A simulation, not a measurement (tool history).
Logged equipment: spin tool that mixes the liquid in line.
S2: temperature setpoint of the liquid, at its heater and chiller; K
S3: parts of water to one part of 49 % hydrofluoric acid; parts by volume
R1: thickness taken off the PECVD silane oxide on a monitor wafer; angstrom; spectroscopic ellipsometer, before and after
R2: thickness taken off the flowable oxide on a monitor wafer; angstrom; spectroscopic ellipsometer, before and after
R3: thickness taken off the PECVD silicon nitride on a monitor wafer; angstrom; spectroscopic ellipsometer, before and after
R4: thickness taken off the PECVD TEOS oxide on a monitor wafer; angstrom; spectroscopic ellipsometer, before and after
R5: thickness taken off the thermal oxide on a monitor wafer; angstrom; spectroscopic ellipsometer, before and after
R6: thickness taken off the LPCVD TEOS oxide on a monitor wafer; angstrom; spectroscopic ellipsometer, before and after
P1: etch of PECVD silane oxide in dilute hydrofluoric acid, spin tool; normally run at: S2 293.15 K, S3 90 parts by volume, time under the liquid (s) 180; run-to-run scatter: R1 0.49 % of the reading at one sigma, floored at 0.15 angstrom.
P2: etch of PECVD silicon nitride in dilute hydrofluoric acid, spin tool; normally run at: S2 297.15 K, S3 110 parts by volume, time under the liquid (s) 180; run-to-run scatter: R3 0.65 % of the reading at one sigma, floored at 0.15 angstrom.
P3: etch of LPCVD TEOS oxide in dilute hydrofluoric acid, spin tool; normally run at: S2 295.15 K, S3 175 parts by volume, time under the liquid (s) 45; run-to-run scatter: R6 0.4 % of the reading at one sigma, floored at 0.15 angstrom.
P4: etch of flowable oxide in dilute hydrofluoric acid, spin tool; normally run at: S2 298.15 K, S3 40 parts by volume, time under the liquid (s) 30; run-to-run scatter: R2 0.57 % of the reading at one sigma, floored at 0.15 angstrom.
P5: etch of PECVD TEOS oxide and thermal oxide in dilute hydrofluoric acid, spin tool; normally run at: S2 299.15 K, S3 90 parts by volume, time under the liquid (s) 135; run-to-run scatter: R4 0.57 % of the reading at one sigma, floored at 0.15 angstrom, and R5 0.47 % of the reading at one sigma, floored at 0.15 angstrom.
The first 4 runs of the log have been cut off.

run 5 hour=16.7 | process_that_ran=P2 S2=297.15 S3=110 time_under_the_liquid_(s)=65 | R3=11.290
run 6 hour=20.5 | process_that_ran=P1 S2=293.15 S3=130 time_under_the_liquid_(s)=40 | R1=37.343
run 7 hour=24.8 | process_that_ran=P1 S2=298.65 S3=90 time_under_the_liquid_(s)=180 | R1=314.130
run 8 hour=27.8 | process_that_ran=P4 S2=298.15 S3=40 time_under_the_liquid_(s)=45 | R2=667.23
run 9 hour=31.4 | process_that_ran=P2 S2=290.15 S3=110 time_under_the_liquid_(s)=180 | R3=19.589
run 10 hour=34.1 | process_that_ran=P4 S2=298.15 S3=40 time_under_the_liquid_(s)=30 | R2=439.37
run 11 hour=36.4 | process_that_ran=P1 S2=290.15 S3=90 time_under_the_liquid_(s)=180 | R1=224.170
run 12 hour=40.5 | process_that_ran=P2 S2=297.15 S3=110 time_under_the_liquid_(s)=180 | R3=31.388
-- hour=41.9 hydrofluoric acid flow meter replaced
run 13 hour=43.1 | process_that_ran=P4 S2=298.15 S3=70 time_under_the_liquid_(s)=30 | R2=242.38
run 14 hour=45.6 | process_that_ran=P1 S2=293.15 S3=90 time_under_the_liquid_(s)=180 | R1=252.350
run 15 hour=50.4 | process_that_ran=P5 S2=299.15 S3=90 time_under_the_liquid_(s)=250 | R4=586.62 R5=141.810
run 16 hour=55.2 | process_that_ran=P1 S2=293.15 S3=90 time_under_the_liquid_(s)=360 | R1=505.220
run 17 hour=58.7 | process_that_ran=P3 S2=295.15 S3=175 time_under_the_liquid_(s)=45 | R6=105.770
run 18 hour=62.8 | process_that_ran=P1 S2=293.15 S3=50 time_under_the_liquid_(s)=180 | R1=478.050
run 19 hour=67.4 | process_that_ran=P2 S2=297.15 S3=190 time_under_the_liquid_(s)=180 | R3=18.074
run 20 hour=70.1 | process_that_ran=P3 S2=290.15 S3=175 time_under_the_liquid_(s)=45 | R6=86.629
run 21 hour=72.8 | process_that_ran=P5 S2=299.15 S3=20 time_under_the_liquid_(s)=135 | R4=1591.70 R5=384.590
run 22 hour=75.8 | process_that_ran=P1 S2=297.65 S3=35 time_under_the_liquid_(s)=180 | R1=841.080
run 23 hour=78.5 | process_that_ran=P3 S2=295.15 S3=175 time_under_the_liquid_(s)=25 | R6=57.880
run 24 hour=80.7 | process_that_ran=P1 S2=293.15 S3=135 time_under_the_liquid_(s)=180 | R1=160.860
run 25 hour=85.4 | process_that_ran=P5 S2=299.15 S3=90 time_under_the_liquid_(s)=135 | R4=316.58 R5=76.186
run 26 hour=89.4 | process_that_ran=P5 S2=306.65 S3=90 time_under_the_liquid_(s)=135 | R4=420.89 R5=101.860
run 27 hour=92.0 | process_that_ran=P1 S2=293.15 S3=90 time_under_the_liquid_(s)=180 | R1=250.890
run 28 hour=96.2 | process_that_ran=P1 S2=293.15 S3=90 time_under_the_liquid_(s)=15 | R1=21.496
run 29 hour=99.5 | process_that_ran=P1 S2=293.15 S3=90 time_under_the_liquid_(s)=180 | R1=253.670

What does the tool deliver on the next run?
run 30 hour=104.3 | process_that_ran=P3 S2=295.15 S3=95 time_under_the_liquid_(s)=45 | R6=?

{"run 30": {"R6": 212.76}}

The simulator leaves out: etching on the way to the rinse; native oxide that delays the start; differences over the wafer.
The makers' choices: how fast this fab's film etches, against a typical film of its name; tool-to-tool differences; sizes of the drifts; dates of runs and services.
